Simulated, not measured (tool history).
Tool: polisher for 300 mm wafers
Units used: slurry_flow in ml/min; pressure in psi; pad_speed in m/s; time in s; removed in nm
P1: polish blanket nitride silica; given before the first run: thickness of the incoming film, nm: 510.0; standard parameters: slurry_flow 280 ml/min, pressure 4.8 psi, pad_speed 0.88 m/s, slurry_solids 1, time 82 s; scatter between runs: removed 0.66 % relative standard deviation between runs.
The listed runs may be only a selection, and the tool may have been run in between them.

run,hour,slurry_flow,pressure,pad_speed,slurry_solids,time,removed
1,15.6,280,4.8,0.88,1,82,51.517
2,26.1,280,4.8,0.88,1,82,51.43
3,34.7,280,4.8,0.88,1,82,52.333
4,50,280,4.8,0.88,0.55,82,37.655
5,65.9,280,4.8,0.88,1,82,52.454
6,81.5,280,4.8,0.88,1,82,52.399
# hour 89.6: slurry blender recalibrated
7,98.6,280,4.8,0.64,1,82,40.69
8,109.8,280,4.8,0.88,1,82,51.228
9,121.1,280,4.8,0.88,1,82,52.089
10,133.4,280,3.5,0.88,1,82,38.385
11,141.5,280,4.8,1.36,1,82,73.918
# hour 146.8: slurry nozzle cleaned
12,152.4,400,4.8,0.88,1,82,53.429
13,169.5,170,4.8,0.44,1,82,28.19
14,182.1,280,6.4,0.88,1,82,68.748
15,195.1,280,4.8,0.88,1,37,23.282
16,208.6,170,4.8,0.88,1,82,48.855
17,216.9,280,4.8,0.88,1,127,81.158
18,232.5,280,4.8,0.88,1.5,82,61.331
19,246.9,280,4.8,0.88,1,82,52.255
20,260.1,280,4.8,0.88,1,82,50.31

The next listed run, before its measurement:
21,275.6,280,4.8,0.88,1,82,?

{"run 21": {"removed": 49.916}}
